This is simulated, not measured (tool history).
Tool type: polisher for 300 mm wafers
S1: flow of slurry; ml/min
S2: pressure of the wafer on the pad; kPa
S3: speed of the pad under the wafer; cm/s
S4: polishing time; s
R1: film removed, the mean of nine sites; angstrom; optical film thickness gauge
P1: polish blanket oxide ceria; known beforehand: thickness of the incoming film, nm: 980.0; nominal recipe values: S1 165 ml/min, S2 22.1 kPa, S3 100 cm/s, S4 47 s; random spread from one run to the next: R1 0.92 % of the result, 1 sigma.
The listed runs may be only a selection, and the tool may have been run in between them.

run 1 hour=15.9 | S1=165 S2=22.1 S3=100 S4=47 | R1=1991.90
run 2 hour=31.7 | S1=255 S2=22.1 S3=100 S4=47 | R1=2102.50
run 3 hour=39.9 | S1=165 S2=10.3 S3=100 S4=47 | R1=940.94
run 4 hour=56.2 | S1=165 S2=27.6 S3=100 S4=32 | R1=1713.40
run 5 hour=73.1 | S1=165 S2=22.1 S3=100 S4=47 | R1=1989.50
run 6 hour=88.8 | S1=100 S2=22.1 S3=100 S4=47 | R1=1831.00
run 7 hour=97.0 | S1=165 S2=22.1 S3=100 S4=29 | R1=1229.20
run 8 hour=109.0 | S1=165 S2=29.0 S3=100 S4=47 | R1=2573.30
run 9 hour=121.7 | S1=165 S2=22.1 S3=44 S4=47 | R1=869.75
run 10 hour=138.3 | S1=165 S2=22.1 S3=150 S4=47 | R1=3030.70
run 11 hour=150.3 | S1=165 S2=22.1 S3=100 S4=47 | R1=1967.00
run 12 hour=165.9 | S1=165 S2=22.1 S3=100 S4=47 | R1=1980.00
run 13 hour=183.4 | S1=165 S2=22.1 S3=100 S4=47 | R1=1998.40
run 14 hour=193.8 | S1=225 S2=22.1 S3=100 S4=22 | R1=969.34
run 15 hour=202.4 | S1=165 S2=22.1 S3=100 S4=66 | R1=2813.00
run 16 hour=213.8 | S1=165 S2=22.1 S3=100 S4=47 | R1=2016.00
run 17 hour=222.7 | S1=240 S2=22.1 S3=100 S4=66 | R1=2921.20
run 18 hour=231.6 | S1=165 S2=22.1 S3=100 S4=47 | R1=1991.20
run 19 hour=246.0 | S1=165 S2=22.1 S3=100 S4=47 | R1=1929.00
run 20 hour=256.2 | S1=165 S2=22.1 S3=100 S4=47 | R1=1920.20
run 21 hour=269.1 | S1=165 S2=22.1 S3=100 S4=47 | R1=1877.60
-- hour=272.9 head pressure recalibrated
run 22 hour=282.5 | S1=165 S2=22.1 S3=100 S4=47 | R1=1874.90
run 23 hour=294.8 | S1=165 S2=22.1 S3=100 S4=47 | R1=1849.40
run 24 hour=303.0 | S1=165 S2=22.1 S3=100 S4=47 | R1=1855.10
run 25 hour=312.7 | S1=165 S2=22.1 S3=100 S4=47 | R1=1873.00
run 26 hour=328.2 | S1=165 S2=22.1 S3=100 S4=47 | R1=1859.20
run 27 hour=345.1 | S1=165 S2=22.1 S3=100 S4=47 | R1=1834.30

What P1 gives has crept away from where it was. These 2 causes fit the log equally well, each at the size given:
A: slurry flow missing at the pad, % = 33.7
B: removal rate lost through wear of the pad, % = 7.64
At approximately hour 231.6, the process output began to creep.
Each remaining cause and why it is not a fit:
head's pressure below its setpoint, %: its service at hour 272.9 followed the start of the drift and did not put the process back to its old value

Consider the 4 check runs below, whose results appear as question marks and each of which averages 3 wafers. Which one distinguishes the causes, in that each cause would give it a clearly different result?
run check 1 hour=362.0 | S1=165 S2=27.6 S3=100 S4=47 | R1=?
run check 2 hour=362.0 | S1=165 S2=22.1 S3=44 S4=47 | R1=?
run check 3 hour=362.0 | S1=100 S2=22.1 S3=100 S4=47 | R1=?
run check 4 hour=362.0 | S1=165 S2=22.1 S3=138 S4=47 | R1=?

What every check run would give for each of its results, assuming each possible cause in turn:
check=check_1 result=R1 if_A=2296.50 if_B=2296.10
check=check_2 result=R1 if_A=808.35 if_B=808.22
check=check_3 result=R1 if_A=1589.30 if_B=1660.60
check=check_4 result=R1 if_A=2535.30 if_B=2534.90
Gap, in per cent, between the two causes that each check separates least, read from the result that separates them most: check 1 0.02 %; check 2 0.02 %; check 3 4.38 %; check 4 0.02 %
The causes can be told apart only by check 3. The other checks would give nearly the same results under each of them.

Running check 3 produced the following: R1 1576.10 angstrom. Which one of the listed causes fits?

Of the candidate causes, it is A: slurry flow missing at the pad, %.

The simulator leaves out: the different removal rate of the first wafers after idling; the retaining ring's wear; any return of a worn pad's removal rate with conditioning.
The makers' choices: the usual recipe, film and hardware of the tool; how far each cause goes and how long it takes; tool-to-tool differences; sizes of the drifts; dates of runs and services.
